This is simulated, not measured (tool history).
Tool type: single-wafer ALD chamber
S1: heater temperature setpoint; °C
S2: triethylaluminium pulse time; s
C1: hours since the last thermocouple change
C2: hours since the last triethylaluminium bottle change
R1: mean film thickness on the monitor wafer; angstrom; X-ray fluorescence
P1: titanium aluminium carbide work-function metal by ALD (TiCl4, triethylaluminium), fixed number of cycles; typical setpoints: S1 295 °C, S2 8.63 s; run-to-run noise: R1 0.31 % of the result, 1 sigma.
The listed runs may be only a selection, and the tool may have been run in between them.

run 1 hour=16.5 | S1=295 S2=8.63 | C1=1471.1 C2=343.5 | R1=19.616
run 2 hour=28.5 | S1=278 S2=8.63 | C1=1483.1 C2=355.5 | R1=18.175
run 3 hour=36.3 | S1=310 S2=12.70 | C1=1490.9 C2=363.3 | R1=21.749
run 4 hour=50.6 | S1=295 S2=8.63 | C1=1505.2 C2=377.6 | R1=19.534
run 5 hour=62.3 | S1=295 S2=8.63 | C1=1516.9 C2=389.3 | R1=19.683
run 6 hour=73.1 | S1=320 S2=8.63 | C1=1527.7 C2=400.1 | R1=21.888
run 7 hour=88.4 | S1=295 S2=14.15 | C1=1543.0 C2=415.4 | R1=20.482
run 8 hour=100.5 | S1=295 S2=4.17 | C1=1555.1 C2=427.5 | R1=15.764
run 9 hour=112.1 | S1=295 S2=8.63 | C1=1566.7 C2=439.1 | R1=19.549
run 10 hour=128.7 | S1=295 S2=8.63 | C1=1583.3 C2=455.7 | R1=19.510
run 11 hour=142.1 | S1=295 S2=8.63 | C1=1596.7 C2=469.1 | R1=19.458
run 12 hour=156.1 | S1=295 S2=8.63 | C1=1610.7 C2=483.1 | R1=19.318
run 13 hour=169.5 | S1=295 S2=8.63 | C1=1624.1 C2=496.5 | R1=19.310
run 14 hour=178.3 | S1=295 S2=8.63 | C1=1632.9 C2=505.3 | R1=19.331
run 15 hour=193.2 | S1=295 S2=8.63 | C1=1647.8 C2=520.2 | R1=19.167
run 16 hour=203.9 | S1=295 S2=8.63 | C1=1658.5 C2=530.9 | R1=19.390
run 17 hour=211.9 | S1=295 S2=8.63 | C1=1666.5 C2=538.9 | R1=19.135
run 18 hour=226.2 | S1=295 S2=8.63 | C1=1680.8 C2=553.2 | R1=19.194
run 19 hour=235.8 | S1=295 S2=8.63 | C1=1690.4 C2=562.8 | R1=19.191

Something has made what P1 gives creep away from where it was; the 2 causes below, each at its own stated size, fit the log equally well:
A: wafer temperature below the value expected at the setpoint (K) = 4.13
B: triethylaluminium dose below that of a fresh bottle (%) = 9.81
Creep in the process output first set in at about hour 128.7.

4 check runs are offered, one wafer each, their results left as question marks. Which one tells the causes apart?
run check 1 hour=245.4 | S1=285 S2=8.63 | R1=?
run check 2 hour=245.4 | S1=314 S2=8.63 | R1=?
run check 3 hour=245.4 | S1=284 S2=4.41 | R1=?
run check 4 hour=245.4 | S1=315 S2=8.63 | R1=?

Expected result of each check under each candidate cause:
check=check_1 result=R1 if_A=18.369 if_B=18.381
check=check_2 result=R1 if_A=20.880 if_B=20.856
check=check_3 result=R1 if_A=15.055 if_B=14.656
check=check_4 result=R1 if_A=20.968 if_B=20.942
Minimum pairwise separation of causes per check, each pair taken at its best-separating result: check 1 0.07 %; check 2 0.12 %; check 3 2.69 %; check 4 0.12 %
Only check 3 tells the causes apart: in the others they would give nearly the same result.

Here is what check 3 returned: R1 15.059 angstrom. Which cause is it?

Of the candidate causes, it is A: wafer temperature below the value expected at the setpoint (K).
